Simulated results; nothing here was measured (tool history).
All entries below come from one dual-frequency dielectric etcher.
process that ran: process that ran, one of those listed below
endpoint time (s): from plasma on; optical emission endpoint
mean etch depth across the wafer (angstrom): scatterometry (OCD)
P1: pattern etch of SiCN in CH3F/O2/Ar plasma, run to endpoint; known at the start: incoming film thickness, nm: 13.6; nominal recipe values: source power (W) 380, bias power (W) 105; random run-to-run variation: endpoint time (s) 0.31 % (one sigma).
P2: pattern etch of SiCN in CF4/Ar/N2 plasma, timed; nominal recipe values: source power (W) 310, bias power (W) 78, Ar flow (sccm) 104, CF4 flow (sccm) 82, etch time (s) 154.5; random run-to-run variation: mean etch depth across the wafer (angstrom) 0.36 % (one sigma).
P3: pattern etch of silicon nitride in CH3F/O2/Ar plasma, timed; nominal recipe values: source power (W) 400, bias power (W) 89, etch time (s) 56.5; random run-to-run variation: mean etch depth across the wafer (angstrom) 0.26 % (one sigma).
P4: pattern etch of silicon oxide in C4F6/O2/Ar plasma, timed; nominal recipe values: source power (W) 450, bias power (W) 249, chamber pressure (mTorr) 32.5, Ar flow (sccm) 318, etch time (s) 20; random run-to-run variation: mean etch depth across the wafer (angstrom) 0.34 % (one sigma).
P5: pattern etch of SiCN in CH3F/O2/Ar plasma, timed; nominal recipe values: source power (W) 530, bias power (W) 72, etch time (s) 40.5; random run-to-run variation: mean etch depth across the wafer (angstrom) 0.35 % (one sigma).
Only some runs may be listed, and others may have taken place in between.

run	hour	process that ran	source power (W)	bias power (W)	Ar flow (sccm)	CF4 flow (sccm)	etch time (s)	chamber pressure (mTorr)	endpoint time (s)	mean etch depth across the wafer (angstrom)
1	13.5	P1	380	105					32.239	
2	27.6	P2	310	78	104	82	104.5			679.83
3	46.6	P2	310	78	70	82	154.5			1054.7
4	65.3	P2	310	78	104	82	154.5			1006.7
5	77.5	P1	380	105					32.458	
6	91.4	P1	380	105					32.436	
7	103	P4	450	155	318		20	32.5		621.23
8	118.9	P1	240	105					38.396	
9	131.2	P4	450	249	426		20	32.5		699.74
10	139.9	P1	380	105					32.414	
11	158	P4	450	249	318		20	38.5		710.02
12	177.2	P1	380	130					29.679	
13	192.9	P4	450	249	318		11	32.5		399.53
14	206.9	P1	530	105					28.626	
15	218.6	P3	400	89			74.5			542.53
16	230.2	P3	400	89			56.5			411.2
17	238.9	P5	530	72			40.5			169.89
18	254.5	P2	310	78	104	112	154.5			1045.5
19	264.8	P4	270	249	318		20	32.5		598.81
20	283.5	P5	530	72			40.5			170.2
21	292.8	P2	310	78	104	82	154.5			1013
22	304	P2	310	106	104	82	154.5			1120.8
23	314.5	P5	360	72			40.5			145.79
24	324.7	P1	380	105					32.535	
25	338.8	P4	450	249	318		20	32.5		724.57
26	355.4	P2	390	78	104	82	154.5			1225.2
27	373.5	P1	380	105					32.241	
28	386.9	P3	260	89			56.5			350.59
29	400.1	P1	380	70					37.755	
30	410.5	P1	530	64					33.948	
31	424.9	P3	400	89			56.5			412.07
32	442.1	P5	530	72			60			250.92
33	460.7	P5	530	93			40.5			186.08
34	470.8	P3	400	62			56.5			362.56
35	479.2	P4	450	249	318		20	32.5		725.41
36	487.5	P1	380	105					32.272	
37	506.7	P1	380	105					31.864	
38	515.1	P1	380	105					31.933	
39	530.9	P1	380	105					31.794	
40	541.3	P1	380	105					31.796	
# hour 545.1: wet clean of the chamber
41	550.9	P1	380	105					31.941	
42	564.8	P1	380	105					31.823	

P1 has crept away from where it was. The log is fitted equally well by each of these 2 causes, at the sizes shown:
A: source power that arrives over what is set, % = 4.67
B: bias power that arrives over what is set, % = 4.48
Creep in the process output first set in at about hour 487.5.
The rest of the possible causes, and what rules out each one:
chamber walls in a state that raises the etch rate, %: was serviced at hour 545.1, once the creep was under way, yet the earlier output never came back

4 check runs are offered, each on 2 wafers whose results are averaged, their results left as question marks. Which one tells the causes apart?
check 1	578.7	P5	530	72			40.5			?
check 2	578.7	P3	400	89			56.5			?
check 3	578.7	P2	310	78	104	82	154.5			?
check 4	578.7	P4	450	249	318		20	32.5		?

What each check would give under each cause:
check	result	if A	if B
check 1	mean etch depth across the wafer (angstrom)	172.47	172.11
check 2	mean etch depth across the wafer (angstrom)	417.88	417.33
check 3	mean etch depth across the wafer (angstrom)	1044.4	1019.3
check 4	mean etch depth across the wafer (angstrom)	738.29	736.26
Gap, in per cent, between the two causes that each check separates least, read from the result that separates them most: check 1 0.21 %; check 2 0.13 %; check 3 2.43 %; check 4 0.28 %
Only in check 3 would the causes give clearly different results; in the remaining checks their results would be nearly the same.

The results of check 3 are: mean etch depth across the wafer (angstrom) 1044.5. Based on these, which of the listed causes is it?

Of the candidate causes, it is A: source power that arrives over what is set, %.

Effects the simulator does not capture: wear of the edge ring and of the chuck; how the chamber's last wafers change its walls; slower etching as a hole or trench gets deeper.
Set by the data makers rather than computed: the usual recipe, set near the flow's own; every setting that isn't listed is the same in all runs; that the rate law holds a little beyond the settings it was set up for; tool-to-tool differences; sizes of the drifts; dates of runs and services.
